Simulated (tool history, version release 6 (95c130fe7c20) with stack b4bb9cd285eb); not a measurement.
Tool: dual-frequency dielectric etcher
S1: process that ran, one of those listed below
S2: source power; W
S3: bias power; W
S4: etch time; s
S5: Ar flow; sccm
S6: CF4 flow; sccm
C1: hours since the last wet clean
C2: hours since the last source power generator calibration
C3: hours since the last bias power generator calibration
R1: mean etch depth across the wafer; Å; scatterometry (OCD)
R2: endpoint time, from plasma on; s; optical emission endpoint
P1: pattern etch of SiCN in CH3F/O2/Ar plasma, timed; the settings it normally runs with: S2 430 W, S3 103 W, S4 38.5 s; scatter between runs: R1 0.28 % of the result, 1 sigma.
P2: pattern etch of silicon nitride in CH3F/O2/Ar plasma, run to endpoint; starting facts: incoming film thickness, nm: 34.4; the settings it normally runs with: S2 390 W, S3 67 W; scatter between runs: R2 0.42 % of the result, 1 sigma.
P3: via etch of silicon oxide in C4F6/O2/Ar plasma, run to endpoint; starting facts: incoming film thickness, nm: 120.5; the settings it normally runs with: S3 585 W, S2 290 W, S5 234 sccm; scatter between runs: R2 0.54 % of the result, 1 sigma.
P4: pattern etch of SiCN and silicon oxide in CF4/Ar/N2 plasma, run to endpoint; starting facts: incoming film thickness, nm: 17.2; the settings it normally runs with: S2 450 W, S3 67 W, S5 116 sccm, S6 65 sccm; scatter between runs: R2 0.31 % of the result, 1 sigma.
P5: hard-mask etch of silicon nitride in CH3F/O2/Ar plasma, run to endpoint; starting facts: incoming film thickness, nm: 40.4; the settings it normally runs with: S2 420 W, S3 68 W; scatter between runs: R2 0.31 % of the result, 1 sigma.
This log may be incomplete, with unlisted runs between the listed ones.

run	hour	S1	S2	S3	S4	S5	S6	C1	C2	C3	R1	R2
1	12.8	P1	430	103	38.5			228.1	1693.7	1588.9	171.04	
2	25	P1	430	103	38.5			240.3	1705.9	1601.1	171.21	
3	39	P1	330	66	38.5			254.3	1719.9	1615.1	132.1	
4	47.5	P4	450	67		142	65	262.8	1728.4	1623.6		22.428
5	55.3	P3	290	585		138		270.6	1736.2	1631.4		27.343
6	62.4	P2	300	67				277.7	1743.3	1638.5		57.074
7	71.3	P2	390	67				286.6	1752.2	1647.4		51.278
8	81.5	P1	430	103	53.5			296.8	1762.4	1657.6	239.01	
9	96.2	P5	420	68				311.5	1777.1	1672.3		60.925
10	103.1	P4	450	67		116	65	318.4	1784	1679.2		21.714
11	116.2	P5	420	48				331.5	1797.1	1692.3		67.638
12	124.1	P1	430	103	38.5			339.4	1805	1700.2	171.51	
13	135.7	P1	540	103	38.5			351	1816.6	1711.8	186.5	
14	149.9	P1	290	103	38.5			365.2	1830.8	1726	147.86	
15	161.3	P1	430	103	28.5			376.6	1842.2	1737.4	126.59	
16	175.9	P3	290	363		234		391.2	1856.8	1752		34.19
17	185.4	P1	430	60	38.5			400.7	1866.3	1761.5	141.36	
18	194.2	P3	210	585		234		409.5	1875.1	1770.3		32.481
19	201.7	P3	290	585		234		417	1882.6	1777.8		28.554
20	211.4	P1	600	86	38.5			426.7	1892.3	1787.5	181.58	
21	224.1	P1	430	103	38.5			439.4	1905	1800.2	171.46	
22	235.9	P2	390	46				451.2	1916.8	1812		57.671
# hour 246: bias power generator calibrated
23	246.4	P5	270	68				461.7	1927.3	0.5		71.128
24	260.2	P1	430	103	38.5			475.5	1941.1	14.3	172.15	
25	268.4	P1	520	103	31			483.7	1949.3	22.5	147.83	
26	282.4	P5	420	68				497.7	1963.3	36.5		60.789
27	289.4	P4	450	67		116	65	504.7	1970.3	43.5		21.638
28	296.1	P4	450	50		116	65	511.4	1977	50.2		23.932
29	308.3	P1	430	125	38.5			523.6	1989.2	62.4	184.26	
30	322.1	P4	620	67		116	65	537.4	2003	76.2		16.363
31	335.1	P4	450	67		116	47	550.4	2016	89.2		22.882
32	348.1	P1	430	103	38.5			563.4	2029	102.2	170.68	
33	358.3	P1	430	103	38.5			573.6	2039.2	112.4	170.73	
34	369.1	P1	430	103	38.5			584.4	2050	123.2	169.1	
35	377.6	P1	430	103	38.5			592.9	2058.5	131.7	168.35	
36	383.9	P1	430	103	38.5			599.2	2064.8	138	169.79	
# hour 385.4: wet clean of the chamber
37	397.6	P1	430	103	38.5			12.2	2078.5	151.7	167.83	
38	411.2	P1	430	103	38.5			25.8	2092.1	165.3	169.07	

The log shows P1 creeping away from where it was. Any of the 2 causes listed here, at the size stated for it, fits the log just as well as the others:
A: source power that arrives under what is set, % = 4.15
B: bias power that arrives under what is set, % = 4.07
The creep began at about hour 348.1.
Excluded causes, each with its reason:
chamber walls in a state that lowers the etch rate, %: serviced at hour 385.4, which brought nothing back

Listed below are the offered check runs, one wafer per run, with question marks in place of results. For which of them would the causes give clearly different outcomes?
check 1	424.8	P3	290	585		234						?
check 2	424.8	P4	450	67		116	65					?
check 3	424.8	P5	420	68								?
check 4	424.8	P2	390	67								?

If the cause were each of the candidates in turn, the checks would give the following:
check	result	if A	if B
check 1	R2	28.999	29.017
check 2	R2	22.492	21.979
check 3	R2	61.651	61.515
check 4	R2	52.03	51.917
Per check, the gap between the least separated pair of causes, taken in the result that splits them most: check 1 0.06 %; check 2 2.31 %; check 3 0.22 %; check 4 0.22 %
The other checks would show nearly matching results whichever cause is true, so check 2 is the only one that separates the causes.

Running check 2 produced the following: R2 22.639 s. Which one of the listed causes fits?

The cause is A: source power that arrives under what is set, %.

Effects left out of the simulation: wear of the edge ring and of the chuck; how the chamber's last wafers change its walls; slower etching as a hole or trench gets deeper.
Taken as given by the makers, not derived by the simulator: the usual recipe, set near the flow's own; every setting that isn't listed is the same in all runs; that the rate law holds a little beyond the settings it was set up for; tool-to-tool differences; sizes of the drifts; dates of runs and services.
